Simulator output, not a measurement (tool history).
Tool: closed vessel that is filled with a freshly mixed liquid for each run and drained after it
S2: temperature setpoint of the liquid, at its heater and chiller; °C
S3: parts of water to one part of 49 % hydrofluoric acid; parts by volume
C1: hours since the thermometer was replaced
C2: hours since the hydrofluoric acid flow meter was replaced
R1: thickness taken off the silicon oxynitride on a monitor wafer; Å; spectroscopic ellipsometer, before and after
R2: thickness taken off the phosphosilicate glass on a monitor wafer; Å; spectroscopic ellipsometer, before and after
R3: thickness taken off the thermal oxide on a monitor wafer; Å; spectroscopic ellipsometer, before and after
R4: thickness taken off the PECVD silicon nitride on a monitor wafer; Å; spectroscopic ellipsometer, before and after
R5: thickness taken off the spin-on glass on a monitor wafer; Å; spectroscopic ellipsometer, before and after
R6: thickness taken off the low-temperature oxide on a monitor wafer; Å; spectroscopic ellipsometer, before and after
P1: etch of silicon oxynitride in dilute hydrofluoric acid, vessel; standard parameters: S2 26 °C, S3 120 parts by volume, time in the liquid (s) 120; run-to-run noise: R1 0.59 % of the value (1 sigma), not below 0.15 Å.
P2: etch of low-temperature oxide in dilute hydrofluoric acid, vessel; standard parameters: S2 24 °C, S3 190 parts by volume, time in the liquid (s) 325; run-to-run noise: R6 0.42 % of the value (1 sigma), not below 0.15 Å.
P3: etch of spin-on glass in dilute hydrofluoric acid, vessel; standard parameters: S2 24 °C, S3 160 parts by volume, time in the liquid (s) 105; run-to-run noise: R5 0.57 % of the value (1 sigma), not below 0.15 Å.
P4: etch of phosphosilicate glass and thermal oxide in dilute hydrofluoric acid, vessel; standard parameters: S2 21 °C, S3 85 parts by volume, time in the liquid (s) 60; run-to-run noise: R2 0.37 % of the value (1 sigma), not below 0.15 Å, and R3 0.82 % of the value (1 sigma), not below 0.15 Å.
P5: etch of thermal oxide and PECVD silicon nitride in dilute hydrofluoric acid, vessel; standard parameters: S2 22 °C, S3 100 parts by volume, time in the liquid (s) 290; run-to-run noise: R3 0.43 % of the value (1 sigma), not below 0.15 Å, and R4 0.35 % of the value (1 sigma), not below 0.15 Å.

run 1 day=0.192 | process_that_ran=P1 S2=26 S3=120 time_in_the_liquid_(s)=120 | C1=2088.5 C2=1562.4 | R1=44.918
run 2 day=0.433 | process_that_ran=P4 S2=21 S3=85 time_in_the_liquid_(s)=60 | C1=2094.3 C2=1568.2 | R2=781.89 R3=29.636
run 3 day=0.662 | process_that_ran=P1 S2=26 S3=120 time_in_the_liquid_(s)=45 | C1=2099.8 C2=1573.7 | R1=17.049
run 4 day=0.921 | process_that_ran=P5 S2=22 S3=100 time_in_the_liquid_(s)=290 | C1=2106 C2=1579.9 | R3=130.13 R4=121.74
run 5 day=1.212 | process_that_ran=P1 S2=19.5 S3=185 time_in_the_liquid_(s)=120 | C1=2113 C2=1586.9 | R1=20.885
run 6 day=1.529 | process_that_ran=P3 S2=24 S3=160 time_in_the_liquid_(s)=210 | C1=2120.6 C2=1594.5 | R5=426.68
run 7 day=1.7 | process_that_ran=P1 S2=32.5 S3=120 time_in_the_liquid_(s)=120 | C1=2124.7 C2=1598.6 | R1=60.558
run 8 day=2.012 | process_that_ran=P2 S2=24 S3=65 time_in_the_liquid_(s)=325 | C1=2132.2 C2=1606.1 | R6=1457.3
run 9 day=2.267 | process_that_ran=P1 S2=20.5 S3=120 time_in_the_liquid_(s)=120 | C1=2138.3 C2=1612.2 | R1=34.708
run 10 day=2.504 | process_that_ran=P3 S2=24 S3=160 time_in_the_liquid_(s)=105 | C1=2144 C2=1617.9 | R5=213.77
run 11 day=2.812 | process_that_ran=P1 S2=26 S3=120 time_in_the_liquid_(s)=180 | C1=2151.4 C2=1625.3 | R1=68.126
run 12 day=3.1 | process_that_ran=P2 S2=24 S3=190 time_in_the_liquid_(s)=605 | C1=2158.3 C2=1632.2 | R6=806.63
run 13 day=3.333 | process_that_ran=P1 S2=26 S3=35 time_in_the_liquid_(s)=120 | C1=2163.9 C2=1637.8 | R1=166.35
run 14 day=3.654 | process_that_ran=P3 S2=24 S3=45 time_in_the_liquid_(s)=105 | C1=2171.6 C2=1645.5 | R5=871.87
run 15 day=3.883 | process_that_ran=P2 S2=24 S3=190 time_in_the_liquid_(s)=325 | C1=2177.1 C2=1651 | R6=433.65
run 16 day=4.05 | process_that_ran=P1 S2=21.5 S3=25 time_in_the_liquid_(s)=120 | C1=2181.1 C2=1655 | R1=188.52
run 17 day=4.217 | process_that_ran=P4 S2=21 S3=50 time_in_the_liquid_(s)=60 | C1=2185.1 C2=1659 | R2=1373.1 R3=52.398
run 18 day=4.442 | process_that_ran=P5 S2=30 S3=100 time_in_the_liquid_(s)=290 | C1=2190.5 C2=1664.4 | R3=178.47 R4=205.18
-- day=4.596 thermometer replaced
run 19 day=4.733 | process_that_ran=P1 S2=26 S3=180 time_in_the_liquid_(s)=120 | C1=3.4 C2=1671.4 | R1=28.387
run 20 day=4.979 | process_that_ran=P1 S2=26 S3=120 time_in_the_liquid_(s)=120 | C1=9.3 C2=1677.3 | R1=45.449
run 21 day=5.15 | process_that_ran=P4 S2=21 S3=85 time_in_the_liquid_(s)=30 | C1=13.4 C2=1681.4 | R2=389.95 R3=15.129
run 22 day=5.442 | process_that_ran=P1 S2=32.5 S3=75 time_in_the_liquid_(s)=120 | C1=20.4 C2=1688.4 | R1=101.71
run 23 day=5.742 | process_that_ran=P5 S2=22 S3=100 time_in_the_liquid_(s)=30 | C1=27.6 C2=1695.6 | R3=13.419 R4=12.586
run 24 day=5.888 | process_that_ran=P1 S2=26 S3=120 time_in_the_liquid_(s)=120 | C1=31.1 C2=1699.1 | R1=45.35
run 25 day=6.108 | process_that_ran=P4 S2=21 S3=85 time_in_the_liquid_(s)=60 | C1=36.4 C2=1704.4 | R2=773.34 R3=29.501
run 26 day=6.279 | process_that_ran=P2 S2=31 S3=190 time_in_the_liquid_(s)=325 | C1=40.5 C2=1708.5 | R6=556.73
run 27 day=6.612 | process_that_ran=P5 S2=22 S3=25 time_in_the_liquid_(s)=290 | C1=48.5 C2=1716.5 | R3=569.13 R4=471.84
run 28 day=6.917 | process_that_ran=P4 S2=17 S3=85 time_in_the_liquid_(s)=60 | C1=55.8 C2=1723.8 | R2=656.16 R3=25.133
run 29 day=7.238 | process_that_ran=P1 S2=26 S3=120 time_in_the_liquid_(s)=120 | C1=63.5 C2=1731.5 | R1=45.442
run 30 day=7.388 | process_that_ran=P3 S2=29 S3=160 time_in_the_liquid_(s)=105 | C1=67.1 C2=1735.1 | R5=256.42
run 31 day=7.625 | process_that_ran=P1 S2=26 S3=120 time_in_the_liquid_(s)=120 | C1=72.8 C2=1740.8 | R1=45.297
run 32 day=7.783 | process_that_ran=P1 S2=26 S3=120 time_in_the_liquid_(s)=120 | C1=76.6 C2=1744.6 | R1=43.786
run 33 day=8.008 | process_that_ran=P1 S2=26 S3=120 time_in_the_liquid_(s)=120 | C1=82 C2=1750 | R1=43.102
run 34 day=8.279 | process_that_ran=P1 S2=26 S3=120 time_in_the_liquid_(s)=120 | C1=88.5 C2=1756.5 | R1=41.89
run 35 day=8.483 | process_that_ran=P1 S2=26 S3=120 time_in_the_liquid_(s)=120 | C1=93.4 C2=1761.4 | R1=42.639
run 36 day=8.629 | process_that_ran=P1 S2=26 S3=120 time_in_the_liquid_(s)=120 | C1=96.9 C2=1764.9 | R1=41.916
run 37 day=8.883 | process_that_ran=P1 S2=26 S3=120 time_in_the_liquid_(s)=120 | C1=103 C2=1771 | R1=42.113
run 38 day=9.192 | process_that_ran=P1 S2=26 S3=120 time_in_the_liquid_(s)=120 | C1=110.4 C2=1778.4 | R1=41.246
run 39 day=9.483 | process_that_ran=P1 S2=26 S3=120 time_in_the_liquid_(s)=120 | C1=117.4 C2=1785.4 | R1=40.841
run 40 day=9.771 | process_that_ran=P1 S2=26 S3=120 time_in_the_liquid_(s)=120 | C1=124.3 C2=1792.3 | R1=40.607
run 41 day=9.942 | process_that_ran=P1 S2=26 S3=120 time_in_the_liquid_(s)=120 | C1=128.4 C2=1796.4 | R1=41.163

Compared with where it was, what P1 gives has crept away. Each cause listed below fits the log as well as the rest, at the size given for it:
A: liquid colder than its thermometer reads (K) = 1.98
B: hydrofluoric acid flow below the setpoint (%) = 7.91
At approximately day 7.625, the process output began to creep.

Of the 4 check runs listed below, each run on one wafer and each result written as a question mark, which would let you distinguish the listed causes because they would give clearly different results?
run check 1 day=10.112 | process_that_ran=P4 S2=21 S3=85 time_in_the_liquid_(s)=40 | R2=? R3=?
run check 2 day=10.112 | process_that_ran=P2 S2=24 S3=70 time_in_the_liquid_(s)=325 | R6=?
run check 3 day=10.112 | process_that_ran=P5 S2=26 S3=40 time_in_the_liquid_(s)=290 | R3=? R4=?
run check 4 day=10.112 | process_that_ran=P3 S2=24 S3=70 time_in_the_liquid_(s)=210 | R5=?

Outcome of each check run for each possible cause:
check=check_1 result=R2 if_A=477.17 if_B=473
check=check_1 result=R3 if_A=18.27 if_B=18.111
check=check_2 result=R6 if_A=1249.3 if_B=1237.8
check=check_3 result=R3 if_A=380.32 if_B=378.11
check=check_3 result=R4 if_A=343.57 if_B=362.1
check=check_4 result=R5 if_A=1002.1 if_B=992.94
Per check, the gap between the least separated pair of causes, taken in the result that splits them most: check 1 0.88 %; check 2 0.92 %; check 3 5.25 %; check 4 0.92 %
The causes can be told apart only by check 3. The other checks would give nearly the same results under each of them.

Check 3 was then run and gave: R3 380.25 Å; R4 342.07 Å. Which cause is it?

A is the cause: liquid colder than its thermometer reads (K).

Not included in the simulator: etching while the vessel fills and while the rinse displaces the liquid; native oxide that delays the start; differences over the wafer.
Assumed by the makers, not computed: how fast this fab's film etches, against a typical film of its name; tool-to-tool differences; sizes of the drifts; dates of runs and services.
